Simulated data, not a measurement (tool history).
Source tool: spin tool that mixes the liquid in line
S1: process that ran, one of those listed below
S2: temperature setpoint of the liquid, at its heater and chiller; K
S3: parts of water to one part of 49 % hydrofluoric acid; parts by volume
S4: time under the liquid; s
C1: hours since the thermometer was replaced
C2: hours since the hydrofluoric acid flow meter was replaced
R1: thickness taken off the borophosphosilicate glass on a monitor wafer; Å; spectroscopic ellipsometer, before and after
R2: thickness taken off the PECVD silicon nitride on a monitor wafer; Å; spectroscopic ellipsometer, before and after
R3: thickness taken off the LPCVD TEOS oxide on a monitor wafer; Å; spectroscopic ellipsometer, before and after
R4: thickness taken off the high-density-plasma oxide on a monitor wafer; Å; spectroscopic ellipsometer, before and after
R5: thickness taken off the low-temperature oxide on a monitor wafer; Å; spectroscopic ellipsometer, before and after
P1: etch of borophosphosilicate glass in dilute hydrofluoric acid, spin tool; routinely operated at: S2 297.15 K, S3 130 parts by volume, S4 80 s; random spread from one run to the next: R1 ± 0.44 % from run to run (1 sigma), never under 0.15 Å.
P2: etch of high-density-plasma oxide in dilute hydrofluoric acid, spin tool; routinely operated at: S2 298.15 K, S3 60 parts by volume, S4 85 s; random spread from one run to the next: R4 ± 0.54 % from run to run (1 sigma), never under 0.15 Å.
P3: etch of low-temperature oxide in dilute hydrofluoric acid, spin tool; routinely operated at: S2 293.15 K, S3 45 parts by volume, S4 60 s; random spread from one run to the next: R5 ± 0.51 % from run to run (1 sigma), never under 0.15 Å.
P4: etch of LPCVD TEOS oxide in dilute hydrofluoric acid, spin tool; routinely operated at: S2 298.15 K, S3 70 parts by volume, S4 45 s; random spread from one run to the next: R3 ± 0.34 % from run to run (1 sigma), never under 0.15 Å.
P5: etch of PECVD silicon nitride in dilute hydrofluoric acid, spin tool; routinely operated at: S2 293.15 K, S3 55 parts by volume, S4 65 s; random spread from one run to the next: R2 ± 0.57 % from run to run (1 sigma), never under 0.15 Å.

run	hour	S1	S2	S3	S4	C1	C2	R1	R2	R3	R4	R5
1	10.1	P1	297.15	130	80	218.4	309	452.75				
2	18.7	P5	293.15	55	65	227	317.6		43.324			
3	27.4	P1	291.15	130	80	235.7	326.3	355.7				
4	39	P5	293.15	55	65	247.3	337.9		43.344			
5	47.9	P4	298.15	70	15	256.2	346.8			73.716		
6	59	P2	298.15	20	85	267.3	357.9				392.54	
7	66.6	P1	297.15	20	80	274.9	365.5	3369.4				
8	78.2	P4	298.15	70	45	286.5	377.1			221.22		
9	86.6	P3	299.65	45	60	294.9	385.5					495.72
10	102	P5	293.15	55	25	310.3	400.9		16.797			
11	114.1	P1	297.15	130	15	322.4	413	84.5				
12	123.7	P1	297.15	130	80	332	422.6	458.34				
13	138.3	P3	293.15	45	15	346.6	437.2					94.732
14	153.3	P1	297.15	190	45	361.6	452.2	163.11				
15	170.3	P1	302.15	130	15	378.6	469.2	102.62				
16	179.7	P1	300.65	130	80	388	478.6	519.84				
17	191.3	P5	293.15	80	65	399.6	490.2		30.47			
# hour 199.5: thermometer replaced
18	204.1	P2	293.15	60	85	4.6	503				99.403	
19	213.3	P4	298.15	40	45	13.8	512.2			405.04		
20	222.8	P5	298.65	55	65	23.3	521.7		62.618			
21	235.7	P1	297.15	130	80	36.2	534.6	456.64				
22	252.9	P2	298.15	60	155	53.4	551.8				223.02	
23	270.2	P1	297.15	185	80	70.7	569.1	298.55				
24	282.6	P1	297.15	130	150	83.1	581.5	849.45				
25	295.4	P4	291.65	70	45	95.9	594.3			168.67		
26	305.4	P1	297.15	130	80	105.9	604.3	455.16				
27	316.4	P1	297.15	130	80	116.9	615.3	450.84				
28	324.5	P3	293.15	20	60	125	623.4					876.92
29	333.7	P3	293.15	45	60	134.2	632.6					379.81
30	342.9	P2	298.15	60	85	143.4	641.8				121.77	

Run 31, settings as shown, results not yet in. Your forecast:
31	355.6	P1	297.15	30	15	156.1	654.5	?				

{"run 31": {"R1": 419.49}}
